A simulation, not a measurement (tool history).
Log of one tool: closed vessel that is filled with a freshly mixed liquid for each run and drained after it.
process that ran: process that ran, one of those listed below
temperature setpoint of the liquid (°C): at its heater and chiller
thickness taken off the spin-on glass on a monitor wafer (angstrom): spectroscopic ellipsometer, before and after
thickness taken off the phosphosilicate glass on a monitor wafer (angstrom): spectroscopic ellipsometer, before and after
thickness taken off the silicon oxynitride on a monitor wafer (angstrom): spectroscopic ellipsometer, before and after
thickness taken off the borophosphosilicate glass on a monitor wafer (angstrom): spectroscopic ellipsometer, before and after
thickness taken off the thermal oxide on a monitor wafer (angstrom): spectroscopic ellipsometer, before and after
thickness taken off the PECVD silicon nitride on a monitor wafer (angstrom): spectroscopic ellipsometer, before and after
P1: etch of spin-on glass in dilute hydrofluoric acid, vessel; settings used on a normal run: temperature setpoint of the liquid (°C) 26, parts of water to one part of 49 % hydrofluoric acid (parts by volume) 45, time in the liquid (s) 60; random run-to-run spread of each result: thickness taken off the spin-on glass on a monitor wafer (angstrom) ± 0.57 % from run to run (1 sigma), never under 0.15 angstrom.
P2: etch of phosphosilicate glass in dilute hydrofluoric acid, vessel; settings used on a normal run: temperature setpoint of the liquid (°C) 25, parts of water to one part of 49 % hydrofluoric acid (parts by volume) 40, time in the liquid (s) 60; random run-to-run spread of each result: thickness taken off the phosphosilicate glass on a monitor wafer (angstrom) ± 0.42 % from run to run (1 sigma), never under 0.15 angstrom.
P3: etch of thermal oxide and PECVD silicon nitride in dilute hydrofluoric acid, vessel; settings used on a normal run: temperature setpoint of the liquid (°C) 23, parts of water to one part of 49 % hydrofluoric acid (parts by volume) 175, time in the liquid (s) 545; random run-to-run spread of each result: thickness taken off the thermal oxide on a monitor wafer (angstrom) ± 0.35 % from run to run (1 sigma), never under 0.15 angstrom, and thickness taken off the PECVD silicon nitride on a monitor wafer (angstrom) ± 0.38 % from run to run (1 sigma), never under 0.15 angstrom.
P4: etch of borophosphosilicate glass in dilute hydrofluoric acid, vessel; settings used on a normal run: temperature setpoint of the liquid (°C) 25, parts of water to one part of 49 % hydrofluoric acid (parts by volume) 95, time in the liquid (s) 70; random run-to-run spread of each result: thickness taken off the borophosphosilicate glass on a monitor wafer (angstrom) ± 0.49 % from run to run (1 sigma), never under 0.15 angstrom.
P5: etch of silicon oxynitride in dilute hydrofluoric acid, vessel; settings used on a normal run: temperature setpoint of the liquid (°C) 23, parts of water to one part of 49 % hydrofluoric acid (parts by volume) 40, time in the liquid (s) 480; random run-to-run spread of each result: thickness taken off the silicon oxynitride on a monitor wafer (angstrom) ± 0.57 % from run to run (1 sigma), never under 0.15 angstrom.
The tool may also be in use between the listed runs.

run   hour  process that ran  temperature setpoint of the liquid (°C)  parts of water to one part of 49 % hydrofluoric acid (parts by volume)  time in the liquid (s)  hours since the thermometer was replaced  hours since the hydrofluoric acid flow meter was replaced  thickness taken off the spin-on glass on a monitor wafer (angstrom)  thickness taken off the phosphosilicate glass on a monitor wafer (angstrom)  thickness taken off the silicon oxynitride on a monitor wafer (angstrom)  thickness taken off the borophosphosilicate glass on a monitor wafer (angstrom)  thickness taken off the thermal oxide on a monitor wafer (angstrom)  thickness taken off the PECVD silicon nitride on a monitor wafer (angstrom)
  1    3.8                P1                                       26                                                                      45                      60                                      70.7                                                      471.8                                                               626.42
  2    6.9                P2                                       25                                                                      40                      60                                      73.8                                                      474.9                                                                                                                                            1164.7
  3    9.6                P5                                       23                                                                      25                     480                                      76.5                                                      477.6                                                                                                                                                                                                                      460.25
  4   13.7                P1                                     17.5                                                                      45                      60                                      80.6                                                      481.7                                                               438.39
  5   16.4                P4                                       25                                                                     135                      70                                      83.3                                                      484.4                                                                                                                                                                                                                                                                                                       216.01
  6   20.5                P5                                     30.5                                                                      40                     480                                      87.4                                                      488.5                                                                                                                                                                                                                      407.32
      20.7  -- thermometer replaced
  7   22.9                P3                                       31                                                                     175                     545                                       2.3                                                      490.9                                                                                                                                                                                                                                                                                                                                                                            177.44                                                                       103.61
  8   27.9                P4                                       25                                                                      95                      70                                       7.3                                                      495.9                                                                                                                                                                                                                                                                                                       321.27
  9   32.9                P2                                       31                                                                      40                      60                                      12.3                                                      500.9                                                                                                                                            1478.3
 10   36.3                P4                                       25                                                                      95                     130                                      15.7                                                      504.3                                                                                                                                                                                                                                                                                                       596.04
 11   40.8                P2                                       25                                                                      25                      60                                      20.2                                                      508.8                                                                                                                                            1910.2
 12   44.3                P5                                       23                                                                      40                     910                                      23.7                                                      512.3                                                                                                                                                                                                                      533.44
 13   48.2                P1                                       18                                                                      20                      60                                      27.6                                                      516.2                                                               1055.9
 14     51                P1                                       26                                                                      60                      60                                      30.4                                                        519                                                               464.61
 15   55.1                P1                                       26                                                                      45                      30                                      34.5                                                      523.1                                                               317.01
 16   58.2                P1                                       26                                                                      45                      60                                      37.6                                                      526.2                                                               633.85
 17   61.7                P3                                       23                                                                     175                    1065                                      41.1                                                      529.7                                                                                                                                                                                                                                                                                                                                                                            260.11                                                                       123.63
 18   64.4                P2                                       25                                                                      40                      60                                      43.8                                                      532.4                                                                                                                                            1172.1
 19   67.7                P2                                       25                                                                      40                      30                                      47.1                                                      535.7                                                                                                                                             582.7
 20   72.6                P5                                       23                                                                      40                     480                                        52                                                      540.6                                                                                                                                                                                                                      286.63
 21   76.2                P1                                     33.5                                                                      45                      60                                      55.6                                                      544.2                                                               839.07
 22   79.8                P1                                       26                                                                      45                      60                                      59.2                                                      547.8                                                               627.02
 23   82.7                P3                                       23                                                                     175                     545                                      62.1                                                      550.7                                                                                                                                                                                                                                                                                                                                                                            132.63                                                                       63.498
 24   85.2                P5                                       23                                                                      40                     480                                      64.6                                                      553.2                                                                                                                                                                                                                      284.38
 25   88.2                P4                                       19                                                                      95                      70                                      67.6                                                      556.2                                                                                                                                                                                                                                                                                                       252.64
 26   91.6                P1                                       26                                                                      45                      60                                        71                                                      559.6                                                               626.64
 27     95                P1                                       26                                                                      45                     115                                      74.4                                                        563                                                               1197.9
 28   97.6                P4                                       25                                                                      95                      70                                        77                                                      565.6                                                                                                                                                                                                                                                                                                       321.61
 29  102.5                P3                                       23                                                                      40                     545                                      81.9                                                      570.5                                                                                                                                                                                                                                                                                                                                                                            679.89                                                                       267.94
 30  104.9                P3                                       23                                                                     175                     545                                      84.3                                                      572.9                                                                                                                                                                                                                                                                                                                                                                            132.81                                                                       63.175
 31  107.9                P1                                       26                                                                      30                      60                                      87.3                                                      575.9                                                               974.09
 32  111.6                P1                                       26                                                                      45                      60                                        91                                                      579.6                                                               632.36
 33  115.8                P1                                       26                                                                      45                      60                                      95.2                                                      583.8                                                               633.05
 34  119.9                P1                                       26                                                                      45                      60                                      99.3                                                      587.9                                                               631.47
 35  122.2                P1                                       26                                                                      45                      60                                     101.6                                                      590.2                                                               641.38
 36  126.4                P1                                       26                                                                      45                      60                                     105.8                                                      594.4                                                               655.23
 37  129.6                P1                                       26                                                                      45                      60                                       109                                                      597.6                                                               658.07
 38  134.6                P1                                       26                                                                      45                      60                                       114                                                      602.6                                                               671.03
 39  139.7                P1                                       26                                                                      45                      60                                     119.1                                                      607.7                                                               672.39
 40    144                P1                                       26                                                                      45                      60                                     123.4                                                        612                                                               674.54
 41    148                P1                                       26                                                                      45                      60                                     127.4                                                        616                                                               677.55
 42  150.8                P1                                       26                                                                      45                      60                                     130.2                                                      618.8                                                               676.23

What will run 43 give?
 43  154.1                P1                                       26                                                                      45                      60                                     133.5                                                      622.1                                                                    ?

Run 43 gave thickness taken off the spin-on glass on a monitor wafer (angstrom) 676.14.
